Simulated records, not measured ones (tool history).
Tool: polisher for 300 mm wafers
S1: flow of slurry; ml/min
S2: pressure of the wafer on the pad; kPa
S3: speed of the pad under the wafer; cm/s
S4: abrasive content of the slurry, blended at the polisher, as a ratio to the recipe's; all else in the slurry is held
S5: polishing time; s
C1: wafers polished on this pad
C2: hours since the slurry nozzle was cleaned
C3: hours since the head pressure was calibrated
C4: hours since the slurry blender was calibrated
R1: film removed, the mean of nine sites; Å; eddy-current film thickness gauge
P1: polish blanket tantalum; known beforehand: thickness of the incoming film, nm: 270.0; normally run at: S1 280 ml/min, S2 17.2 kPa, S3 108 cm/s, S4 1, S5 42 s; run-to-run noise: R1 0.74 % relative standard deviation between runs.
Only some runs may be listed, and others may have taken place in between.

{"run": 1, "hour": 5.5, "S1": 280, "S2": 17.2, "S3": 108, "S4": 1, "S5": 42, "C1": 716, "C2": 293.3, "C3": 1106.5, "C4": 80.5, "R1": 917.16}
{"run": 2, "hour": 9.1, "S1": 280, "S2": 27.6, "S3": 108, "S4": 1, "S5": 42, "C1": 764, "C2": 296.9, "C3": 1110.1, "C4": 84.1, "R1": 1472.1}
{"run": 3, "hour": 14.6, "S1": 170, "S2": 17.2, "S3": 108, "S4": 1, "S5": 42, "C1": 836, "C2": 302.4, "C3": 1115.6, "C4": 89.6, "R1": 860.63}
{"run": 4, "hour": 17.9, "S1": 355, "S2": 17.2, "S3": 108, "S4": 1, "S5": 42, "C1": 880, "C2": 305.7, "C3": 1118.9, "C4": 92.9, "R1": 952.43}
{"run": 5, "hour": 21.5, "S1": 280, "S2": 17.2, "S3": 108, "S4": 1, "S5": 54, "C1": 927, "C2": 309.3, "C3": 1122.5, "C4": 96.5, "R1": 1182.4}
{"hour": 22.0, "done": "head pressure recalibrated"}
{"run": 6, "hour": 26.1, "S1": 280, "S2": 17.2, "S3": 108, "S4": 1.35, "S5": 42, "C1": 988, "C2": 313.9, "C3": 4.2, "C4": 101.1, "R1": 990.44}
{"run": 7, "hour": 30.7, "S1": 280, "S2": 17.2, "S3": 108, "S4": 1, "S5": 42, "C1": 1048, "C2": 318.5, "C3": 8.8, "C4": 105.7, "R1": 921.77}
{"hour": 33.0, "done": "worn pad replaced by a new one"}
{"run": 8, "hour": 34.7, "S1": 280, "S2": 17.2, "S3": 48, "S4": 1, "S5": 42, "C1": 22, "C2": 322.5, "C3": 12.8, "C4": 109.7, "R1": 402.64}
{"run": 9, "hour": 38.7, "S1": 280, "S2": 17.2, "S3": 162, "S4": 1, "S5": 42, "C1": 75, "C2": 326.5, "C3": 16.8, "C4": 113.7, "R1": 1385.1}
{"run": 10, "hour": 43.7, "S1": 280, "S2": 17.2, "S3": 108, "S4": 1, "S5": 42, "C1": 141, "C2": 331.5, "C3": 21.8, "C4": 118.7, "R1": 911.95}
{"run": 11, "hour": 49.2, "S1": 280, "S2": 17.2, "S3": 108, "S4": 0.55, "S5": 42, "C1": 214, "C2": 337, "C3": 27.3, "C4": 124.2, "R1": 748.92}
{"run": 12, "hour": 53.8, "S1": 280, "S2": 17.2, "S3": 108, "S4": 1, "S5": 42, "C1": 274, "C2": 341.6, "C3": 31.9, "C4": 128.8, "R1": 913.12}
{"run": 13, "hour": 57.5, "S1": 430, "S2": 17.2, "S3": 108, "S4": 1, "S5": 27, "C1": 323, "C2": 345.3, "C3": 35.6, "C4": 132.5, "R1": 610.25}
{"run": 14, "hour": 60.7, "S1": 280, "S2": 17.2, "S3": 108, "S4": 1, "S5": 21, "C1": 365, "C2": 348.5, "C3": 38.8, "C4": 135.7, "R1": 453.61}
{"run": 15, "hour": 65.4, "S1": 280, "S2": 9.7, "S3": 108, "S4": 1, "S5": 42, "C1": 427, "C2": 353.2, "C3": 43.5, "C4": 140.4, "R1": 514.51}
{"run": 16, "hour": 70.2, "S1": 280, "S2": 17.2, "S3": 136, "S4": 1.3, "S5": 42, "C1": 490, "C2": 358, "C3": 48.3, "C4": 145.2, "R1": 1241.7}
{"run": 17, "hour": 74.8, "S1": 280, "S2": 17.2, "S3": 108, "S4": 1, "S5": 42, "C1": 551, "C2": 362.6, "C3": 52.9, "C4": 149.8, "R1": 917.16}
{"run": 18, "hour": 78.2, "S1": 280, "S2": 17.2, "S3": 108, "S4": 1, "S5": 42, "C1": 596, "C2": 366, "C3": 56.3, "C4": 153.2, "R1": 905.27}
{"run": 19, "hour": 84.0, "S1": 280, "S2": 17.2, "S3": 108, "S4": 1, "S5": 42, "C1": 672, "C2": 371.8, "C3": 62.1, "C4": 159, "R1": 885.4}
{"run": 20, "hour": 88.5, "S1": 280, "S2": 17.2, "S3": 108, "S4": 1, "S5": 42, "C1": 732, "C2": 376.3, "C3": 66.6, "C4": 163.5, "R1": 859.95}
{"hour": 90.3, "done": "worn pad replaced by a new one"}
{"hour": 90.7, "done": "slurry nozzle cleaned"}
{"run": 21, "hour": 93.8, "S1": 280, "S2": 17.2, "S3": 108, "S4": 1, "S5": 42, "C1": 46, "C2": 3.2, "C3": 71.9, "C4": 168.8, "R1": 854.88}
{"run": 22, "hour": 98.3, "S1": 280, "S2": 17.2, "S3": 108, "S4": 1, "S5": 42, "C1": 106, "C2": 7.7, "C3": 76.4, "C4": 173.3, "R1": 863.62}
{"run": 23, "hour": 104.2, "S1": 280, "S2": 17.2, "S3": 108, "S4": 1, "S5": 42, "C1": 184, "C2": 13.6, "C3": 82.3, "C4": 179.2, "R1": 854.76}

P1 no longer gives what it gave before; its output has crept away from where it was. The following 2 causes, each at its listed size, fit the log equally well:
A: abrasive missing from the slurry, % = 20.7
B: head's pressure below its setpoint, % = 6.94
At approximately hour 74.8, the process output began to creep.
Excluded causes, each with its reason:
removal rate lost through wear of the pad, %: was serviced at hour 90.3, once the creep was under way, yet the earlier output never came back
slurry flow missing at the pad, %: was serviced at hour 90.7, once the creep was under way, yet the earlier output never came back

Which of the 4 check runs listed below, each an average over 3 wafers with its results shown as question marks, gives clearly different results under the different listed causes?
{"run": "check 1", "hour": 110.1, "S1": 280, "S2": 17.2, "S3": 54, "S4": 1, "S5": 53, "R1": "?"}
{"run": "check 2", "hour": 110.1, "S1": 280, "S2": 17.2, "S3": 108, "S4": 0.55, "S5": 42, "R1": "?"}
{"run": "check 3", "hour": 110.1, "S1": 335, "S2": 17.2, "S3": 48, "S4": 1, "S5": 42, "R1": "?"}
{"run": "check 4", "hour": 110.1, "S1": 280, "S2": 10.3, "S3": 108, "S4": 1, "S5": 26, "R1": "?"}

How each check would come out, cause by cause:
check=check_1 result=R1 if_A=541.22 if_B=541.22
check=check_2 result=R1 if_A=673.13 if_B=695.26
check=check_3 result=R1 if_A=387.31 if_B=387.31
check=check_4 result=R1 if_A=318.61 if_B=318.61
Distance between the nearest two causes, measured in the result of the check that separates them most: check 1 0 %; check 2 3.24 %; check 3 0 %; check 4 0 %
Check 2 tells the causes apart: in the others they would give nearly the same result.

Check 2 was carried out, with these results: R1 692.65 Å. Which of the listed causes is responsible?

It was cause B: head's pressure below its setpoint, %.
